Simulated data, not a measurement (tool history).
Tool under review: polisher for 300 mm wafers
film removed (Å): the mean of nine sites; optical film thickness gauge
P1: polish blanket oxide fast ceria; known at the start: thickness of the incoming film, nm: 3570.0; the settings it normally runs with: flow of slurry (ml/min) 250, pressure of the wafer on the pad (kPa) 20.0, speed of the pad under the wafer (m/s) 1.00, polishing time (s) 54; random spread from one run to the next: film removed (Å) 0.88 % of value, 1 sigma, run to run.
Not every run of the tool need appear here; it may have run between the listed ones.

run,hour,flow of slurry (ml/min),pressure of the wafer on the pad (kPa),speed of the pad under the wafer (m/s),polishing time (s),film removed (Å)
1,9.6,250,20.0,1.00,54,9056.7
2,16.3,150,20.0,0.68,54,5763.0
3,26.3,250,20.0,1.00,54,8926.8
4,33.5,150,27.6,1.00,54,11536.0
5,44.5,175,20.0,1.00,28,4414.4
6,49.8,250,20.0,0.44,54,3878.1
7,60.1,250,31.0,1.00,54,13856.0
8,68.0,250,20.0,1.00,81,13412.0
9,75.5,250,20.0,1.00,54,8853.1
10,85.7,320,20.0,1.00,54,9118.0
11,95.3,250,20.0,1.00,24,3945.6
12,101.5,250,20.0,1.52,54,13553.0
13,108.5,150,20.0,1.00,54,8427.1
14,116.4,250,13.8,1.00,54,6211.3
15,125.4,250,20.0,1.00,54,8895.7
16,133.1,250,20.0,1.00,54,8934.5
17,140.9,250,20.0,1.00,54,8706.3
18,147.2,250,20.0,1.00,54,8584.9
19,157.5,250,20.0,1.00,54,8642.9
20,166.4,250,20.0,1.00,54,8451.8
# hour 166.6: head pressure recalibrated
21,171.7,250,20.0,1.00,54,8444.2
22,183.1,250,20.0,1.00,54,8563.1

Compared with where it was, what P1 gives has crept away. Each cause listed below fits the log as well as the rest, at the size given for it:
A: slurry flow missing at the pad, % = 34.7
B: removal rate lost through wear of the pad, % = 5.47
The gradual shift began around hour 133.1.
All other causes, with the reason each is excluded:
head's pressure below its setpoint, %: work on it at hour 166.6, done after the drift set in, did not restore what the process gave before

Which of the check runs below tells the causes apart, meaning the causes would give it clearly different results? Each run uses 5 wafers whose results are averaged, and each result is shown as a question mark.
check 1,194.5,250,20.0,1.46,81,?
check 2,194.5,150,20.0,1.00,25,?
check 3,194.5,300,20.0,1.00,26,?
check 4,194.5,250,20.0,0.44,54,?

Check results expected under each cause:
check,result,if A,if B
check 1,film removed (Å),18510.0,18508.0
check 2,film removed (Å),3526.1,3647.2
check 3,film removed (Å),4180.0,4142.6
check 4,film removed (Å),3718.9,3718.5
Per-check spread between the two closest causes, in the result where they differ most: check 1 0.01 %; check 2 3.38 %; check 3 0.9 %; check 4 0.01 %
Only in check 2 would the causes give clearly different results; in the remaining checks their results would be nearly the same.

The results of check 2 are: film removed (Å) 3533.2. Based on these, which of the listed causes is it?

The cause is A: slurry flow missing at the pad, %.
